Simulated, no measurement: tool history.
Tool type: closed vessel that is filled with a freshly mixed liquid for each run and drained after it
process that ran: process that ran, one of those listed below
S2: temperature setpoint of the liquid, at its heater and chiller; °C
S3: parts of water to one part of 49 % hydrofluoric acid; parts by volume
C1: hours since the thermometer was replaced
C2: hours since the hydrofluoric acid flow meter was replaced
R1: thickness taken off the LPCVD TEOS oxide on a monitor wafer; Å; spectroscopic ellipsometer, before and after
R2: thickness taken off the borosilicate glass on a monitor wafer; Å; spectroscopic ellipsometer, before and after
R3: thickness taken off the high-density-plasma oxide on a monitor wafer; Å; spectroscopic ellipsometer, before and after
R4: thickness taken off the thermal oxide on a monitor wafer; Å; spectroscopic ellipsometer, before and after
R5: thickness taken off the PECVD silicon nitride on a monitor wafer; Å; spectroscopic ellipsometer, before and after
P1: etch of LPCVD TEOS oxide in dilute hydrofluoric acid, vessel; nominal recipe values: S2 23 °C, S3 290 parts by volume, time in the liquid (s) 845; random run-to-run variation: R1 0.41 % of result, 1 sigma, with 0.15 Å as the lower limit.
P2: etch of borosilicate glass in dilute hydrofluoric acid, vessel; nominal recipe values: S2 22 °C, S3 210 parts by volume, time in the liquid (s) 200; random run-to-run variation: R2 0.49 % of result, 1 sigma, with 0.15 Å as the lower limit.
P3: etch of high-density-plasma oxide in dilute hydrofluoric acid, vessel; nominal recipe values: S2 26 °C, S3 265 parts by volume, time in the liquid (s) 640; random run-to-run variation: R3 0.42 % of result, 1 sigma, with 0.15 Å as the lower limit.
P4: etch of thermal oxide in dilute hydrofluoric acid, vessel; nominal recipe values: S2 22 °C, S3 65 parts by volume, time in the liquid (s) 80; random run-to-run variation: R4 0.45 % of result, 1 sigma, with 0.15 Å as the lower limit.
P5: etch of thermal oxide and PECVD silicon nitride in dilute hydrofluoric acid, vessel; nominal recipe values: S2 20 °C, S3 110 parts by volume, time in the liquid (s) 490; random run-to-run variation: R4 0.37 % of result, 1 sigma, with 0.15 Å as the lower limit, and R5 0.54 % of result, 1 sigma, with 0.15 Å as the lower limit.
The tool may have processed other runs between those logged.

Run 1, hour 9.8: process that ran P1, S2 23 °C, S3 290 parts by volume, time in the liquid (s) 845; C1 1410.2; C2 626.2. Result: R1 394.77 Å.
Run 2, hour 15.2: process that ran P1, S2 23 °C, S3 290 parts by volume, time in the liquid (s) 1515; C1 1415.6; C2 631.6. Result: R1 716.89 Å.
Run 3, hour 24: process that ran P2, S2 28.5 °C, S3 210 parts by volume, time in the liquid (s) 200; C1 1424.4; C2 640.4. Result: R2 364.11 Å.
Run 4, hour 34.3: process that ran P3, S2 26 °C, S3 135 parts by volume, time in the liquid (s) 640; C1 1434.7; C2 650.7. Result: R3 244.16 Å.
Run 5, hour 42.8: process that ran P5, S2 20 °C, S3 110 parts by volume, time in the liquid (s) 935; C1 1443.2; C2 659.2. Result: R4 331.9 Å, R5 363.67 Å.
Run 6, hour 50: process that ran P4, S2 26 °C, S3 65 parts by volume, time in the liquid (s) 80; C1 1450.4; C2 666.4. Result: R4 64.295 Å.
Run 7, hour 59.8: process that ran P2, S2 22 °C, S3 305 parts by volume, time in the liquid (s) 200; C1 1460.2; C2 676.2. Result: R2 183.22 Å.
Run 8, hour 67.7: process that ran P1, S2 23 °C, S3 290 parts by volume, time in the liquid (s) 170; C1 1468.1; C2 684.1. Result: R1 79.654 Å.
Run 9, hour 76.3: process that ran P5, S2 17 °C, S3 110 parts by volume, time in the liquid (s) 490; C1 1476.7; C2 692.7. Result: R4 154.28 Å, R5 154.88 Å.
Run 10, hour 84.3: process that ran P3, S2 26 °C, S3 265 parts by volume, time in the liquid (s) 640; C1 1484.7; C2 700.7. Result: R3 108.08 Å.
Run 11, hour 93.8: process that ran P1, S2 23 °C, S3 515 parts by volume, time in the liquid (s) 845; C1 1494.2; C2 710.2. Result: R1 185.07 Å.
Run 12, hour 101.8: process that ran P3, S2 26 °C, S3 265 parts by volume, time in the liquid (s) 1015; C1 1502.2; C2 718.2. Result: R3 170.73 Å.
Run 13, hour 112.7: process that ran P2, S2 22 °C, S3 210 parts by volume, time in the liquid (s) 335; C1 1513.1; C2 729.1. Result: R2 484.27 Å.
Run 14, hour 120.4: process that ran P4, S2 22 °C, S3 65 parts by volume, time in the liquid (s) 80; C1 1520.8; C2 736.8. Result: R4 54.514 Å.
At hour 123: hydrofluoric acid flow meter replaced.
Run 15, hour 129.6: process that ran P1, S2 23 °C, S3 290 parts by volume, time in the liquid (s) 845; C1 1530; C2 6.7. Result: R1 399.99 Å.
Run 16, hour 135.3: process that ran P5, S2 20 °C, S3 65 parts by volume, time in the liquid (s) 490; C1 1535.7; C2 12.4. Result: R4 308.79 Å, R5 317.17 Å.
Run 17, hour 143: process that ran P1, S2 23 °C, S3 290 parts by volume, time in the liquid (s) 845; C1 1543.4; C2 20.1. Result: R1 398.55 Å.
Run 18, hour 153.2: process that ran P3, S2 18 °C, S3 265 parts by volume, time in the liquid (s) 640; C1 1553.6; C2 30.3. Result: R3 81.032 Å.
Run 19, hour 160: process that ran P4, S2 22 °C, S3 65 parts by volume, time in the liquid (s) 80; C1 1560.4; C2 37.1. Result: R4 54.958 Å.
Run 20, hour 170.8: process that ran P2, S2 22 °C, S3 210 parts by volume, time in the liquid (s) 200; C1 1571.2; C2 47.9. Result: R2 285.8 Å.
Run 21, hour 176.7: process that ran P1, S2 23 °C, S3 410 parts by volume, time in the liquid (s) 1595; C1 1577.1; C2 53.8. Result: R1 477.49 Å.
Run 22, hour 183.2: process that ran P1, S2 23 °C, S3 90 parts by volume, time in the liquid (s) 845; C1 1583.6; C2 60.3. Result: R1 1593 Å.
Run 23, hour 191.5: process that ran P1, S2 23 °C, S3 290 parts by volume, time in the liquid (s) 845; C1 1591.9; C2 68.6. Result: R1 399.19 Å.
Run 24, hour 202.5: process that ran P5, S2 20 °C, S3 110 parts by volume, time in the liquid (s) 490; C1 1602.9; C2 79.6. Result: R4 174.87 Å, R5 190.65 Å.
Run 25, hour 213.3: process that ran P5, S2 20 °C, S3 110 parts by volume, time in the liquid (s) 490; C1 1613.7; C2 90.4. Result: R4 173.03 Å, R5 191.43 Å.
Run 26, hour 222.7: process that ran P4, S2 22 °C, S3 65 parts by volume, time in the liquid (s) 30; C1 1623.1; C2 99.8. Result: R4 20.526 Å.
Run 27, hour 232.9: process that ran P1, S2 23 °C, S3 290 parts by volume, time in the liquid (s) 845; C1 1633.3; C2 110. Result: R1 400.68 Å.
Run 28, hour 239.8: process that ran P4, S2 22 °C, S3 110 parts by volume, time in the liquid (s) 80; C1 1640.2; C2 116.9. Result: R4 30.737 Å.
Run 29, hour 249.1: process that ran P1, S2 19 °C, S3 290 parts by volume, time in the liquid (s) 845; C1 1649.5; C2 126.2. Result: R1 345.63 Å.
Run 30, hour 257: process that ran P1, S2 23 °C, S3 290 parts by volume, time in the liquid (s) 845; C1 1657.4; C2 134.1. Result: R1 400.94 Å.
Run 31, hour 264.8: process that ran P3, S2 26 °C, S3 265 parts by volume, time in the liquid (s) 640; C1 1665.2; C2 141.9. Result: R3 107.93 Å.
Run 32, hour 274: process that ran P1, S2 31.5 °C, S3 290 parts by volume, time in the liquid (s) 845; C1 1674.4; C2 151.1. Result: R1 529.65 Å.
Run 33, hour 282: process that ran P1, S2 23 °C, S3 290 parts by volume, time in the liquid (s) 845; C1 1682.4; C2 159.1. Result: R1 401.96 Å.
Run 34, hour 288.7: process that ran P1, S2 23 °C, S3 290 parts by volume, time in the liquid (s) 845; C1 1689.1; C2 165.8. Result: R1 402.95 Å.
Run 35, hour 299.4: process that ran P1, S2 23 °C, S3 290 parts by volume, time in the liquid (s) 845; C1 1699.8; C2 176.5. Result: R1 413.67 Å.
Run 36, hour 306: process that ran P1, S2 23 °C, S3 290 parts by volume, time in the liquid (s) 845; C1 1706.4; C2 183.1. Result: R1 414.35 Å.
Run 37, hour 311.7: process that ran P1, S2 23 °C, S3 290 parts by volume, time in the liquid (s) 845; C1 1712.1; C2 188.8. Result: R1 416.31 Å.
Run 38, hour 323.4: process that ran P1, S2 23 °C, S3 290 parts by volume, time in the liquid (s) 845; C1 1723.8; C2 200.5. Result: R1 417.54 Å.
Run 39, hour 329.8: process that ran P1, S2 23 °C, S3 290 parts by volume, time in the liquid (s) 845; C1 1730.2; C2 206.9. Result: R1 421.49 Å.
Run 40, hour 339.6: process that ran P1, S2 23 °C, S3 290 parts by volume, time in the liquid (s) 845; C1 1740; C2 216.7. Result: R1 422.91 Å.
Run 41, hour 346.6: process that ran P1, S2 23 °C, S3 290 parts by volume, time in the liquid (s) 845; C1 1747; C2 223.7. Result: R1 421.56 Å.
Run 42, hour 356.6: process that ran P1, S2 23 °C, S3 290 parts by volume, time in the liquid (s) 845; C1 1757; C2 233.7. Result: R1 422.64 Å.

What will run 43 give?
Run 43, hour 367.6: process that ran P1, S2 23 °C, S3 290 parts by volume, time in the liquid (s) 845; C1 1768; C2 244.7. Result: R1 ?.

R1: 421.95 Å

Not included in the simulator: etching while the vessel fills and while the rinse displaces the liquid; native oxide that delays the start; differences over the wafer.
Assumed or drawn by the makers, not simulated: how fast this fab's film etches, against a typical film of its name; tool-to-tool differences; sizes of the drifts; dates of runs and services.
